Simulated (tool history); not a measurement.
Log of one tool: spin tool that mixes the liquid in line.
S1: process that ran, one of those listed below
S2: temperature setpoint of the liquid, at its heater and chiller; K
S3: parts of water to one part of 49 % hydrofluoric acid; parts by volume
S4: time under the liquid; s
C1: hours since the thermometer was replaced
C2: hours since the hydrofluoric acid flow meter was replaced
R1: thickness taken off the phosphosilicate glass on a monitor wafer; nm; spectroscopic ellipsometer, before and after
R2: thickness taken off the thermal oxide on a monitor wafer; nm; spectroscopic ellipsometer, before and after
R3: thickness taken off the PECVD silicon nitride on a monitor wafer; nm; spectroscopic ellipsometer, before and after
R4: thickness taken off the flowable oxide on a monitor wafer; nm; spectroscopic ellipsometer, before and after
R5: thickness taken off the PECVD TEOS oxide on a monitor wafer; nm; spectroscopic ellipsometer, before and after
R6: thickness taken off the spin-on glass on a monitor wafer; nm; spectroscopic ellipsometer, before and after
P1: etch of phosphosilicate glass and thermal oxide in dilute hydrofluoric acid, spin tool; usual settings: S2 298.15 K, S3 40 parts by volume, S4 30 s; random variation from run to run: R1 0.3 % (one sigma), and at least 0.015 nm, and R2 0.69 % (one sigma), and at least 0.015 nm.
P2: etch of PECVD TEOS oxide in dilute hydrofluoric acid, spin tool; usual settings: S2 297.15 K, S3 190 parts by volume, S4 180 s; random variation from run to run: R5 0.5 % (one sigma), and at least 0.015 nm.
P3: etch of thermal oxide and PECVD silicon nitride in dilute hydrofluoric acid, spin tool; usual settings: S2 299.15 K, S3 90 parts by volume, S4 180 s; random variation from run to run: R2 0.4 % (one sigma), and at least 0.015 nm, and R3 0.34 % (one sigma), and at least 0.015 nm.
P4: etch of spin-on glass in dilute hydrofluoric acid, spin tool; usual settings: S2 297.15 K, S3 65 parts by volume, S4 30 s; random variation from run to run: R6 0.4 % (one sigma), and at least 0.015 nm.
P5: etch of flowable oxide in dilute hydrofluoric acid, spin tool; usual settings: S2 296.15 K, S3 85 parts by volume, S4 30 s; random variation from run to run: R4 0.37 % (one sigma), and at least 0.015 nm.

Run 1, hour 3.6: S1 P1, S2 298.15 K, S3 40 parts by volume, S4 30 s; C1 528.5; C2 868.3. Result: R1 144.790 nm, R2 3.6817 nm.
Run 2, hour 6.9: S1 P3, S2 299.15 K, S3 145 parts by volume, S4 180 s; C1 531.8; C2 871.6. Result: R2 5.9965 nm, R3 5.0337 nm.
Run 3, hour 9.3: S1 P3, S2 299.15 K, S3 90 parts by volume, S4 180 s; C1 534.2; C2 874.0. Result: R2 10.3650 nm, R3 8.0594 nm.
Run 4, hour 12.2: S1 P3, S2 299.15 K, S3 90 parts by volume, S4 180 s; C1 537.1; C2 876.9. Result: R2 10.3860 nm, R3 8.1176 nm.
Run 5, hour 14.2: S1 P1, S2 298.15 K, S3 70 parts by volume, S4 30 s; C1 539.1; C2 878.9. Result: R1 79.275 nm, R2 1.9717 nm.
Run 6, hour 18.5: S1 P5, S2 296.15 K, S3 35 parts by volume, S4 30 s; C1 543.4; C2 883.2. Result: R4 28.3750 nm.
Run 7, hour 21.0: S1 P1, S2 298.15 K, S3 40 parts by volume, S4 30 s; C1 545.9; C2 885.7. Result: R1 144.460 nm, R2 3.6367 nm.
Run 8, hour 24.0: S1 P2, S2 297.15 K, S3 190 parts by volume, S4 180 s; C1 548.9; C2 888.7. Result: R5 9.0734 nm.
Run 9, hour 27.2: S1 P1, S2 305.65 K, S3 40 parts by volume, S4 30 s; C1 552.1; C2 891.9. Result: R1 194.430 nm, R2 4.9407 nm.
Run 10, hour 31.4: S1 P3, S2 292.15 K, S3 90 parts by volume, S4 180 s; C1 556.3; C2 896.1. Result: R2 7.8095 nm, R3 5.0614 nm.
Run 11, hour 34.2: S1 P1, S2 298.15 K, S3 20 parts by volume, S4 30 s; C1 559.1; C2 898.9. Result: R1 297.970 nm, R2 7.4338 nm.
Run 12, hour 36.7: S1 P4, S2 297.15 K, S3 65 parts by volume, S4 30 s; C1 561.6; C2 901.4. Result: R6 17.018 nm.
Run 13, hour 41.0: S1 P2, S2 297.15 K, S3 190 parts by volume, S4 340 s; C1 565.9; C2 905.7. Result: R5 16.8420 nm.
Run 14, hour 43.0: S1 P1, S2 298.15 K, S3 40 parts by volume, S4 30 s; C1 567.9; C2 907.7. Result: R1 144.570 nm, R2 3.6582 nm.
Run 15, hour 46.4: S1 P4, S2 297.15 K, S3 65 parts by volume, S4 65 s; C1 571.3; C2 911.1. Result: R6 36.813 nm.
Run 16, hour 48.5: S1 P1, S2 298.15 K, S3 40 parts by volume, S4 30 s; C1 573.4; C2 913.2. Result: R1 143.980 nm, R2 3.6720 nm.
Run 17, hour 50.9: S1 P4, S2 297.15 K, S3 30 parts by volume, S4 30 s; C1 575.8; C2 915.6. Result: R6 39.055 nm.
Run 18, hour 54.7: S1 P4, S2 291.65 K, S3 65 parts by volume, S4 30 s; C1 579.6; C2 919.4. Result: R6 13.619 nm.
Run 19, hour 56.7: S1 P1, S2 298.15 K, S3 40 parts by volume, S4 15 s; C1 581.6; C2 921.4. Result: R1 72.347 nm, R2 1.8269 nm.
Run 20, hour 59.9: S1 P5, S2 302.65 K, S3 85 parts by volume, S4 30 s; C1 584.8; C2 924.6. Result: R4 13.9810 nm.
Run 21, hour 61.9: S1 P2, S2 297.15 K, S3 55 parts by volume, S4 180 s; C1 586.8; C2 926.6. Result: R5 36.6110 nm.
Run 22, hour 66.3: S1 P5, S2 296.15 K, S3 85 parts by volume, S4 30 s; C1 591.2; C2 931.0. Result: R4 10.9690 nm.
Run 23, hour 69.6: S1 P1, S2 304.65 K, S3 60 parts by volume, S4 30 s; C1 594.5; C2 934.3. Result: R1 121.010 nm, R2 3.0044 nm.
Run 24, hour 71.7: S1 P1, S2 292.15 K, S3 40 parts by volume, S4 30 s; C1 596.6; C2 936.4. Result: R1 112.650 nm, R2 2.8019 nm.
Run 25, hour 75.9: S1 P5, S2 296.15 K, S3 85 parts by volume, S4 15 s; C1 600.8; C2 940.6. Result: R4 5.4469 nm.
Run 26, hour 78.0: S1 P1, S2 298.15 K, S3 40 parts by volume, S4 55 s; C1 602.9; C2 942.7. Result: R1 264.370 nm, R2 6.6497 nm.
Run 27, hour 81.2: S1 P1, S2 298.15 K, S3 40 parts by volume, S4 30 s; C1 606.1; C2 945.9. Result: R1 144.740 nm, R2 3.6891 nm.
Run 28, hour 85.5: S1 P2, S2 303.65 K, S3 190 parts by volume, S4 180 s; C1 610.4; C2 950.2. Result: R5 11.2470 nm.
Run 29, hour 89.4: S1 P1, S2 298.15 K, S3 40 parts by volume, S4 30 s; C1 614.3; C2 954.1. Result: R1 144.720 nm, R2 3.6162 nm.
Run 30, hour 91.3: S1 P3, S2 299.15 K, S3 90 parts by volume, S4 30 s; C1 616.2; C2 956.0. Result: R2 1.7027 nm, R3 1.3782 nm.
Run 31, hour 94.2: S1 P1, S2 298.15 K, S3 40 parts by volume, S4 30 s; C1 619.1; C2 958.9. Result: R1 144.150 nm, R2 3.5977 nm.
Run 32, hour 98.5: S1 P1, S2 298.15 K, S3 40 parts by volume, S4 30 s; C1 623.4; C2 963.2. Result: R1 152.200 nm, R2 3.8868 nm.
Run 33, hour 101.6: S1 P1, S2 298.15 K, S3 40 parts by volume, S4 30 s; C1 626.5; C2 966.3. Result: R1 155.140 nm, R2 3.9050 nm.
Run 34, hour 104.0: S1 P1, S2 298.15 K, S3 40 parts by volume, S4 30 s; C1 628.9; C2 968.7. Result: R1 156.070 nm, R2 3.9084 nm.
Run 35, hour 106.4: S1 P1, S2 298.15 K, S3 40 parts by volume, S4 30 s; C1 631.3; C2 971.1. Result: R1 156.370 nm, R2 3.9727 nm.

Forecast run 36:
Run 36, hour 108.4: S1 P1, S2 298.15 K, S3 40 parts by volume, S4 30 s; C1 633.3; C2 973.1. Result: R1 ?, R2 ?.

{"run 36": {"R1": 156.98, "R2": 3.9306}}
